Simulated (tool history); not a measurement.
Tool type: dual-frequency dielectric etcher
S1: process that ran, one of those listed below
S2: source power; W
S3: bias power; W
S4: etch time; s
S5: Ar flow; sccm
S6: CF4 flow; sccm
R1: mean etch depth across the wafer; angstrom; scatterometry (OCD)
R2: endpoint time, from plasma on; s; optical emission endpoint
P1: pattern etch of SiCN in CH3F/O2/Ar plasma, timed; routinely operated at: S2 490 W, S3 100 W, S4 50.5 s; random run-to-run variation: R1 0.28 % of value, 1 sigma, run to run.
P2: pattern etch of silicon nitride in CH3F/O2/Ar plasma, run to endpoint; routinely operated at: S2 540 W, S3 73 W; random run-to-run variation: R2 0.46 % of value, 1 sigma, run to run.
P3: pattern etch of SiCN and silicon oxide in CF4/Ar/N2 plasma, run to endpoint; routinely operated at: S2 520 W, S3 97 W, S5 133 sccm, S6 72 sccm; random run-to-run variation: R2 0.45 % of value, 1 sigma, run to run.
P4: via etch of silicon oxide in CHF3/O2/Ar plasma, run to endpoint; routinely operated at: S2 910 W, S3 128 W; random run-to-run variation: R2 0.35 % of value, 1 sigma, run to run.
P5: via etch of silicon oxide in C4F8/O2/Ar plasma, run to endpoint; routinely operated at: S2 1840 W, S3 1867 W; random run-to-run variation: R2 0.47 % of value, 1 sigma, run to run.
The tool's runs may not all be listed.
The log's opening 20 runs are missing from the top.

| run | hour | S1 | S2 | S3 | S4 | S5 | S6 | R1 | R2 |
|---|---|---|---|---|---|---|---|---|---|
| 21 | 205.3 | P5 | 1840 | 1867 |  |  |  |  | 181.240 |
| 22 | 215.6 | P4 | 670 | 128 |  |  |  |  | 402.070 |
| 23 | 225.8 | P1 | 660 | 100 | 50.5 |  |  | 260.48 |  |
| 24 | 236.4 | P1 | 490 | 132 | 50.5 |  |  | 259.36 |  |
| 25 | 246.6 | P5 | 1840 | 1867 |  |  |  |  | 180.160 |
| 26 | 255.2 | P4 | 910 | 165 |  |  |  |  | 330.640 |
| 27 | 262.8 | P1 | 490 | 123 | 28.0 |  |  | 139.96 |  |
| 28 | 270.3 | P3 | 520 | 73 |  | 133 | 72 |  | 19.498 |
| 29 | 279.8 | P3 | 720 | 97 |  | 133 | 72 |  | 13.197 |

Run 30 comes next. What will it give?
| 30 | 285.2 | P3 | 520 | 97 |  | 133 | 90 |  | ? |

R2: 16.940 s
